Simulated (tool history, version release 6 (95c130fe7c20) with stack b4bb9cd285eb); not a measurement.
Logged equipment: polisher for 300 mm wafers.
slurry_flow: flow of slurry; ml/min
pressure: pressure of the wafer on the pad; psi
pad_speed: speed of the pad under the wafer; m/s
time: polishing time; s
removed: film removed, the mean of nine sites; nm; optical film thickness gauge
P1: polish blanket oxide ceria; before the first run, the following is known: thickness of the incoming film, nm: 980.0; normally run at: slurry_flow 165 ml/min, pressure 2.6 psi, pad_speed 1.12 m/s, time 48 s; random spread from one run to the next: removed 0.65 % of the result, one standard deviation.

run,day,slurry_flow,pressure,pad_speed,time,wafers polished on this pad,hours since the slurry nozzle was cleaned,hours since the head pressure was calibrated,removed
1,0.371,165,2.6,1.12,48,285,689.3,410.4,231.27
2,0.779,255,2.6,1.12,48,350,699.1,420.2,246.01
3,1.004,165,2.6,1.12,48,386,704.5,425.6,233.31
4,1.354,165,2.6,1.12,48,443,712.9,434,233.82
5,1.696,165,2.6,1.7,48,497,721.1,442.2,350.71
6,1.896,165,2.6,0.76,22,529,725.9,447,72.547
7,2.221,165,2.6,0.56,48,581,733.7,454.8,116.22
8,2.629,165,2.6,1.12,32,647,743.5,464.6,154.88
# day 2.921: head pressure recalibrated
9,3.004,165,1.2,1.12,28,707,752.5,2.1,62.773
10,3.392,105,2.6,1.12,48,769,761.8,11.4,213.47
11,3.642,165,2.6,1.12,71,809,767.8,17.4,344.89
12,4.004,165,1.6,1.12,48,867,776.5,26.1,142.58
13,4.225,100,1.9,1.12,48,903,781.8,31.4,153.82
14,4.625,165,4,1.12,48,967,791.4,41,355.29
15,4.833,165,2.6,1.12,48,1000,796.4,46,232.26
16,5.096,165,2.6,1.12,48,1042,802.7,52.3,232.99
17,5.325,165,2.6,1.12,48,1079,808.2,57.8,231.47
18,5.717,165,2.6,1.12,48,1142,817.6,67.2,226.69
19,6.033,165,2.6,1.12,48,1192,825.2,74.8,222.26
20,6.354,165,2.6,1.12,48,1244,832.9,82.5,221.37
21,6.688,165,2.6,1.12,48,1297,840.9,90.5,217.1
22,7.025,165,2.6,1.12,48,1351,849,98.6,216.73
23,7.329,165,2.6,1.12,48,1400,856.3,105.9,216.6
24,7.642,165,2.6,1.12,48,1450,863.8,113.4,218.12
# day 7.679: worn pad replaced by a new one
25,7.975,165,2.6,1.12,48,47,871.8,121.4,213.6
26,8.288,165,2.6,1.12,48,97,879.3,128.9,216.42
27,8.542,165,2.6,1.12,48,138,885.4,135,214.2
28,8.842,165,2.6,1.12,48,186,892.6,142.2,214.45

The log shows P1 creeping away from where it was. Any of the 2 causes listed here, at the size stated for it, fits the log just as well as the others:
A: head's pressure below its setpoint, % = 7.3
B: slurry flow missing at the pad, % = 32.7
The process output started creeping at around day 5.325.
All other causes, with the reason each is excluded:
removal rate lost through wear of the pad, %: maintenance at day 7.679, after the shift began, did not return the process to its former output

Below are 4 check runs, each averaged over 5 wafers, with their results shown as question marks. Which of them would give clearly different results depending on which cause is behind the drift?
check 1,9.142,235,2.6,1.12,48,,,,?
check 2,9.142,165,3.8,0.8,48,,,,?
check 3,9.142,165,1.7,1.12,48,,,,?
check 4,9.142,165,2.6,1.54,48,,,,?

Outcome of each check run for each possible cause:
check,result,if A,if B
check 1,removed,225.88,230.72
check 2,removed,224.81,224.83
check 3,removed,140.8,140.81
check 4,removed,296.1,296.12
Gap, in per cent, between the two causes that each check separates least, read from the result that separates them most: check 1 2.12 %; check 2 0.01 %; check 3 0.01 %; check 4 0.01 %
The other checks would show nearly matching results whichever cause is true, so check 1 is the only one that separates the causes.

Check 1 has now been run. It gave: removed 225.23 nm. Which of the candidate causes is it?

Of the candidate causes, it is A: head's pressure below its setpoint, %.
